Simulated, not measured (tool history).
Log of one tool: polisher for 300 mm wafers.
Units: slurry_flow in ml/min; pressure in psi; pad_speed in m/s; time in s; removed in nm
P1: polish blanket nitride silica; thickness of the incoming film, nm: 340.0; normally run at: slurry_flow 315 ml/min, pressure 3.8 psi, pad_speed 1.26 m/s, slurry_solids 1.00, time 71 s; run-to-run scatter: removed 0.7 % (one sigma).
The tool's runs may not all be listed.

| run | day | slurry_flow | pressure | pad_speed | slurry_solids | time | wafers polished on this pad | hours since the slurry nozzle was cleaned | hours since the head pressure was calibrated | hours since the slurry blender was calibrated | hours since the conditioning disc was replaced | removed |
|---|---|---|---|---|---|---|---|---|---|---|---|---|
| 1 | 0.238 | 315 | 3.8 | 1.26 | 1.00 | 71 | 583 | 107.7 | 538.3 | 89.7 | 139.8 | 53.480 |
| 2 | 0.438 | 315 | 3.8 | 1.26 | 1.00 | 71 | 618 | 112.5 | 543.1 | 94.5 | 144.6 | 53.755 |
| 3 | 0.712 | 315 | 2.5 | 1.26 | 1.00 | 71 | 667 | 119.1 | 549.7 | 101.1 | 151.2 | 34.871 |
| 4 | 0.938 | 315 | 3.8 | 1.26 | 1.00 | 71 | 708 | 124.5 | 555.1 | 106.5 | 156.6 | 53.627 |
|  | 1.058 | conditioning disc replaced and pad reconditioned |
| 5 | 1.167 | 315 | 3.8 | 1.26 | 1.00 | 71 | 748 | 130.0 | 560.6 | 112.0 | 2.7 | 53.432 |
| 6 | 1.321 | 315 | 4.9 | 1.26 | 1.00 | 71 | 776 | 133.7 | 564.3 | 115.7 | 6.4 | 68.593 |
| 7 | 1.554 | 315 | 3.8 | 1.26 | 1.00 | 71 | 817 | 139.3 | 569.9 | 121.3 | 12.0 | 52.761 |
| 8 | 1.746 | 315 | 3.8 | 1.26 | 1.00 | 71 | 852 | 143.9 | 574.5 | 125.9 | 16.6 | 53.094 |
| 9 | 1.871 | 315 | 3.8 | 0.70 | 1.00 | 71 | 874 | 146.9 | 577.5 | 128.9 | 19.6 | 33.310 |
| 10 | 2.100 | 315 | 3.8 | 1.26 | 0.55 | 50 | 915 | 152.4 | 583.0 | 134.4 | 25.1 | 27.292 |
|  | 2.171 | slurry nozzle cleaned |
| 11 | 2.338 | 315 | 3.8 | 1.58 | 1.00 | 71 | 957 | 4.0 | 588.7 | 140.1 | 30.8 | 63.788 |
| 12 | 2.471 | 315 | 3.8 | 1.26 | 1.00 | 49 | 981 | 7.2 | 591.9 | 143.3 | 34.0 | 36.790 |
|  | 2.692 | slurry blender recalibrated |
| 13 | 2.696 | 315 | 3.8 | 1.26 | 1.00 | 71 | 1021 | 12.6 | 597.3 | 0.2 | 39.4 | 53.420 |
| 14 | 2.958 | 190 | 2.4 | 1.26 | 1.00 | 71 | 1068 | 18.9 | 603.6 | 6.5 | 45.7 | 31.694 |
| 15 | 3.208 | 315 | 3.8 | 1.26 | 1.00 | 106 | 1112 | 24.9 | 609.6 | 12.5 | 51.7 | 80.694 |
| 16 | 3.462 | 315 | 3.8 | 1.78 | 1.30 | 71 | 1158 | 31.0 | 615.7 | 18.6 | 57.8 | 77.664 |
| 17 | 3.696 | 315 | 3.8 | 1.26 | 1.25 | 71 | 1199 | 36.6 | 621.3 | 24.2 | 63.4 | 57.876 |
| 18 | 3.900 | 315 | 3.8 | 1.26 | 0.55 | 71 | 1236 | 41.5 | 626.2 | 29.1 | 68.3 | 38.811 |
| 19 | 4.154 | 495 | 3.8 | 1.26 | 1.00 | 71 | 1281 | 47.6 | 632.3 | 35.2 | 74.4 | 55.336 |
| 20 | 4.375 | 200 | 3.8 | 1.26 | 1.00 | 71 | 1320 | 52.9 | 637.6 | 40.5 | 79.7 | 49.776 |

Run 21 comes next. What will it give?
| 21 | 4.592 | 315 | 3.8 | 1.26 | 1.00 | 71 | 1359 | 58.1 | 642.8 | 45.7 | 84.9 | ? |

Run 21 gave removed 53.532 nm.
